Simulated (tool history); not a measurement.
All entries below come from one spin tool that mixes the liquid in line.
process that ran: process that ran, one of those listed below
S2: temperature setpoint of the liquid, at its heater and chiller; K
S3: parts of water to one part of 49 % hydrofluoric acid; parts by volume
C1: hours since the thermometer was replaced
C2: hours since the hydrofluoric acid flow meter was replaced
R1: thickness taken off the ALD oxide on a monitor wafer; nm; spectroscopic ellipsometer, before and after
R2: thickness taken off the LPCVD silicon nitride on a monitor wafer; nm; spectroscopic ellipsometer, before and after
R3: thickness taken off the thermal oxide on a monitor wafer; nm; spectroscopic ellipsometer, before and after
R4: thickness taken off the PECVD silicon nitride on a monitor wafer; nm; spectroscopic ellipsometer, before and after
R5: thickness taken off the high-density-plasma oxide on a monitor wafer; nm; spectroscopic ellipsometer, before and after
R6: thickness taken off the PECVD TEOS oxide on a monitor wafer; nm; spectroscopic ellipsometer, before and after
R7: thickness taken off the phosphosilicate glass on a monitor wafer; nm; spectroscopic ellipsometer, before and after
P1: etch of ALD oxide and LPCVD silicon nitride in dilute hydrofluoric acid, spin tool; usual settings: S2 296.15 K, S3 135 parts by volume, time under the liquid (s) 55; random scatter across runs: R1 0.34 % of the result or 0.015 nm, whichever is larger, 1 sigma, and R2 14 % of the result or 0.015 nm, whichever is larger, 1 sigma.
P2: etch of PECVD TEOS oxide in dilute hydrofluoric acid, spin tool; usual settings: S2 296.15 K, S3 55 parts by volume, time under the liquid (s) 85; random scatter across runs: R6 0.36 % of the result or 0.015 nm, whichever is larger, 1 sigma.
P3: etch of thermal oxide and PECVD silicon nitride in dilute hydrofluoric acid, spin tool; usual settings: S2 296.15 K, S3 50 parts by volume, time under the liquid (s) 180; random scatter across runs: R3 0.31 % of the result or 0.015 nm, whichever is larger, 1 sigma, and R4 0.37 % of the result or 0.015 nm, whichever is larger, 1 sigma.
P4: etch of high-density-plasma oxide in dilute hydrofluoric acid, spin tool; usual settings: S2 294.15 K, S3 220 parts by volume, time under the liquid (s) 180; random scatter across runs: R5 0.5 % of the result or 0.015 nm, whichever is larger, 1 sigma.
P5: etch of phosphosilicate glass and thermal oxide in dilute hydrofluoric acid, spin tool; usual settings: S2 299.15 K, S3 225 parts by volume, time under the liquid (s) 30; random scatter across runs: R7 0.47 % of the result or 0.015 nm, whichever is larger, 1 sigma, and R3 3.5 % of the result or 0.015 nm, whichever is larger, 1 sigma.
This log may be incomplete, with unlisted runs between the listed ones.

run 1 day=0.338 | process_that_ran=P1 S2=296.15 S3=135 time_under_the_liquid_(s)=55 | C1=207.2 C2=749.1 | R1=10.286 R2=0.27661
run 2 day=0.775 | process_that_ran=P1 S2=296.15 S3=135 time_under_the_liquid_(s)=15 | C1=217.7 C2=759.6 | R1=2.8175 R2=0.040763
run 3 day=1.058 | process_that_ran=P3 S2=296.15 S3=20 time_under_the_liquid_(s)=180 | C1=224.5 C2=766.4 | R3=43.554 R4=21.262
run 4 day=1.521 | process_that_ran=P1 S2=296.15 S3=135 time_under_the_liquid_(s)=55 | C1=235.6 C2=777.5 | R1=10.349 R2=0.16705
run 5 day=1.758 | process_that_ran=P4 S2=294.15 S3=220 time_under_the_liquid_(s)=20 | C1=241.3 C2=783.2 | R5=0.52659
run 6 day=2.204 | process_that_ran=P4 S2=294.15 S3=220 time_under_the_liquid_(s)=180 | C1=252 C2=793.9 | R5=4.5752
run 7 day=2.554 | process_that_ran=P4 S2=294.15 S3=405 time_under_the_liquid_(s)=180 | C1=260.4 C2=802.3 | R5=2.1121
run 8 day=2.925 | process_that_ran=P1 S2=290.65 S3=135 time_under_the_liquid_(s)=55 | C1=269.3 C2=811.2 | R1=8.3216 R2=0.17206
run 9 day=3.354 | process_that_ran=P1 S2=296.15 S3=135 time_under_the_liquid_(s)=55 | C1=279.6 C2=821.5 | R1=10.295 R2=0.22143
run 10 day=3.8 | process_that_ran=P1 S2=304.15 S3=135 time_under_the_liquid_(s)=55 | C1=290.3 C2=832.2 | R1=14.044 R2=0.34032
run 11 day=4.204 | process_that_ran=P1 S2=296.15 S3=195 time_under_the_liquid_(s)=15 | C1=300 C2=841.9 | R1=1.8523 R2=0.069826
run 12 day=4.6 | process_that_ran=P2 S2=296.15 S3=100 time_under_the_liquid_(s)=85 | C1=309.5 C2=851.4 | R6=12.236
run 13 day=4.825 | process_that_ran=P5 S2=304.65 S3=225 time_under_the_liquid_(s)=30 | C1=314.9 C2=856.8 | R3=0.70969 R7=16.279
run 14 day=5.079 | process_that_ran=P2 S2=296.15 S3=55 time_under_the_liquid_(s)=85 | C1=321 C2=862.9 | R6=23.351
run 15 day=5.504 | process_that_ran=P1 S2=296.15 S3=205 time_under_the_liquid_(s)=55 | C1=331.2 C2=873.1 | R1=6.2864 R2=0.10335
run 16 day=5.967 | process_that_ran=P3 S2=296.15 S3=50 time_under_the_liquid_(s)=305 | C1=342.3 C2=884.2 | R3=28.482 R4=14.783
run 17 day=6.254 | process_that_ran=P4 S2=294.15 S3=220 time_under_the_liquid_(s)=180 | C1=349.2 C2=891.1 | R5=4.5655
run 18 day=6.729 | process_that_ran=P3 S2=296.15 S3=50 time_under_the_liquid_(s)=180 | C1=360.6 C2=902.5 | R3=16.831 R4=8.7142
run 19 day=7.175 | process_that_ran=P2 S2=302.65 S3=55 time_under_the_liquid_(s)=85 | C1=371.3 C2=913.2 | R6=30.521
run 20 day=7.554 | process_that_ran=P5 S2=299.15 S3=75 time_under_the_liquid_(s)=30 | C1=380.4 C2=922.3 | R3=2.1289 R7=48.266
run 21 day=7.846 | process_that_ran=P3 S2=303.65 S3=50 time_under_the_liquid_(s)=180 | C1=387.4 C2=929.3 | R3=22.814 R4=14.267
run 22 day=8.317 | process_that_ran=P1 S2=296.15 S3=135 time_under_the_liquid_(s)=55 | C1=398.7 C2=940.6 | R1=10.298 R2=0.21635
run 23 day=8.529 | process_that_ran=P4 S2=290.15 S3=220 time_under_the_liquid_(s)=180 | C1=403.8 C2=945.7 | R5=3.9468
run 24 day=8.992 | process_that_ran=P2 S2=296.15 S3=55 time_under_the_liquid_(s)=135 | C1=414.9 C2=956.8 | R6=37.387
run 25 day=9.242 | process_that_ran=P1 S2=296.15 S3=65 time_under_the_liquid_(s)=55 | C1=420.9 C2=962.8 | R1=23.374 R2=0.44273
run 26 day=9.733 | process_that_ran=P1 S2=296.15 S3=135 time_under_the_liquid_(s)=85 | C1=432.7 C2=974.6 | R1=16.044 R2=0.34927
run 27 day=10.112 | process_that_ran=P3 S2=296.15 S3=50 time_under_the_liquid_(s)=180 | C1=441.8 C2=983.7 | R3=16.791 R4=8.7155
run 28 day=10.421 | process_that_ran=P5 S2=299.15 S3=225 time_under_the_liquid_(s)=15 | C1=449.2 C2=991.1 | R3=0.32704 R7=6.706
run 29 day=10.767 | process_that_ran=P5 S2=299.15 S3=225 time_under_the_liquid_(s)=30 | C1=457.5 C2=999.4 | R3=0.58811 R7=13.342
run 30 day=11 | process_that_ran=P5 S2=299.15 S3=225 time_under_the_liquid_(s)=30 | C1=463.1 C2=1005 | R3=0.55207 R7=13.444
run 31 day=11.312 | process_that_ran=P1 S2=296.15 S3=135 time_under_the_liquid_(s)=55 | C1=470.6 C2=1012.5 | R1=10.362 R2=0.22681
run 32 day=11.742 | process_that_ran=P1 S2=296.15 S3=135 time_under_the_liquid_(s)=55 | C1=480.9 C2=1022.8 | R1=10.734 R2=0.14188
run 33 day=12.204 | process_that_ran=P1 S2=296.15 S3=135 time_under_the_liquid_(s)=55 | C1=492 C2=1033.9 | R1=10.849 R2=0.21628
run 34 day=12.454 | process_that_ran=P1 S2=296.15 S3=135 time_under_the_liquid_(s)=55 | C1=498 C2=1039.9 | R1=10.918 R2=0.21547
run 35 day=12.775 | process_that_ran=P1 S2=296.15 S3=135 time_under_the_liquid_(s)=55 | C1=505.7 C2=1047.6 | R1=11.072 R2=0.2216
run 36 day=13.104 | process_that_ran=P1 S2=296.15 S3=135 time_under_the_liquid_(s)=55 | C1=513.6 C2=1055.5 | R1=10.988 R2=0.18355
run 37 day=13.475 | process_that_ran=P1 S2=296.15 S3=135 time_under_the_liquid_(s)=55 | C1=522.5 C2=1064.4 | R1=11.054 R2=0.19984

P1 no longer gives what it gave before; its output has crept away from where it was. The following 2 causes, each at its listed size, fit the log equally well:
A: liquid hotter than its thermometer reads (K) = 1.66
B: hydrofluoric acid flow above the setpoint (%) = 5.72
The drift started at roughly day 11.312.

Listed below are the offered check runs, one wafer per run, with question marks in place of results. For which of them would the causes give clearly different outcomes?
run check 1 day=13.846 | process_that_ran=P2 S2=296.15 S3=95 time_under_the_liquid_(s)=125 | R6=?
run check 2 day=13.846 | process_that_ran=P5 S2=299.15 S3=150 time_under_the_liquid_(s)=15 | R3=? R7=?
run check 3 day=13.846 | process_that_ran=P4 S2=290.15 S3=365 time_under_the_liquid_(s)=180 | R5=?
run check 4 day=13.846 | process_that_ran=P3 S2=296.15 S3=50 time_under_the_liquid_(s)=290 | R3=? R4=?

What each check would give under each cause:
check=check_1 result=R6 if_A=20.301 if_B=20.215
check=check_2 result=R3 if_A=0.52989 if_B=0.53189
check=check_2 result=R7 if_A=11.665 if_B=11.709
check=check_3 result=R5 if_A=2.2369 if_B=2.2621
check=check_4 result=R3 if_A=28.961 if_B=28.697
check=check_4 result=R4 if_A=15.749 if_B=14.867
Per-check spread between the two closest causes, in the result where they differ most: check 1 0.42 %; check 2 0.38 %; check 3 1.12 %; check 4 5.77 %
Only in check 4 would the causes give clearly different results; in the remaining checks their results would be nearly the same.

The results of check 4 are: R3 28.621 nm; R4 14.847 nm. Based on these, which of the listed causes is it?

The cause is B: hydrofluoric acid flow above the setpoint (%).
